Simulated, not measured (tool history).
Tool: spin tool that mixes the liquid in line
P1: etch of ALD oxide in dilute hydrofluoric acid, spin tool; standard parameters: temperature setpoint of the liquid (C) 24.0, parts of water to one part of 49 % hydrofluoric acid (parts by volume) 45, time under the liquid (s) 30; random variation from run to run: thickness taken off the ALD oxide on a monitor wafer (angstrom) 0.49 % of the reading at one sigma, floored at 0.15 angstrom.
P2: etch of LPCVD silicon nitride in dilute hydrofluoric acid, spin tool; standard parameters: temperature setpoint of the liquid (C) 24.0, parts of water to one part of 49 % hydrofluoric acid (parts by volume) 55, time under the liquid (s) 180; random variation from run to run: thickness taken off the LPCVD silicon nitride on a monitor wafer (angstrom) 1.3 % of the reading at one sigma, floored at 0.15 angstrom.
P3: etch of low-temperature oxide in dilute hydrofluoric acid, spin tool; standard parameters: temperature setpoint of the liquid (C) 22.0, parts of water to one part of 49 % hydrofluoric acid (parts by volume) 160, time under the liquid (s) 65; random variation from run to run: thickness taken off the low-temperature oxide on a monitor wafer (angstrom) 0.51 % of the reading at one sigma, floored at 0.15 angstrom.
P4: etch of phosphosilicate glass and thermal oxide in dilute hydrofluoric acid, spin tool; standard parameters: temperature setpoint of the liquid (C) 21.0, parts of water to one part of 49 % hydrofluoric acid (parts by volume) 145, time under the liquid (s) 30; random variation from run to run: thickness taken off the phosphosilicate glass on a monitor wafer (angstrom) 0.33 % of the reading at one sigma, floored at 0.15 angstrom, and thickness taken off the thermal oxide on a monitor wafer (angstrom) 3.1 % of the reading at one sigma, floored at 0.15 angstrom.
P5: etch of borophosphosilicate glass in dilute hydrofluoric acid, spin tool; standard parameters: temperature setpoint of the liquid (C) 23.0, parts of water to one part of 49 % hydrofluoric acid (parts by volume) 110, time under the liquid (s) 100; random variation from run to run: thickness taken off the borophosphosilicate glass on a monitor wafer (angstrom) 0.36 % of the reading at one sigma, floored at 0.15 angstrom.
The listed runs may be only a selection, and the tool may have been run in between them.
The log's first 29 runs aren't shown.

| run | day | process that ran | temperature setpoint of the liquid (C) | parts of water to one part of 49 % hydrofluoric acid (parts by volume) | time under the liquid (s) | thickness taken off the ALD oxide on a monitor wafer (angstrom) | thickness taken off the low-temperature oxide on a monitor wafer (angstrom) | thickness taken off the LPCVD silicon nitride on a monitor wafer (angstrom) | thickness taken off the phosphosilicate glass on a monitor wafer (angstrom) | thickness taken off the thermal oxide on a monitor wafer (angstrom) | thickness taken off the borophosphosilicate glass on a monitor wafer (angstrom) |
|---|---|---|---|---|---|---|---|---|---|---|---|
| 30 | 10.142 | P1 | 24.0 | 45 | 30 | 234.84 |  |  |  |  |  |
| 31 | 10.404 | P1 | 24.0 | 45 | 30 | 233.24 |  |  |  |  |  |
| 32 | 10.700 | P1 | 24.0 | 45 | 30 | 227.68 |  |  |  |  |  |
| 33 | 11.021 | P1 | 24.0 | 45 | 30 | 224.29 |  |  |  |  |  |
| 34 | 11.471 | P1 | 24.0 | 45 | 30 | 220.19 |  |  |  |  |  |
| 35 | 11.729 | P1 | 24.0 | 45 | 30 | 218.68 |  |  |  |  |  |
| 36 | 11.950 | P1 | 24.0 | 45 | 30 | 219.30 |  |  |  |  |  |
| 37 | 12.292 | P1 | 24.0 | 45 | 30 | 217.42 |  |  |  |  |  |
| 38 | 12.750 | P1 | 24.0 | 45 | 30 | 216.77 |  |  |  |  |  |

Predict the results of run 39:
| 39 | 12.975 | P1 | 24.0 | 45 | 30 | ? |  |  |  |  |  |

thickness taken off the ALD oxide on a monitor wafer (angstrom): 215.79
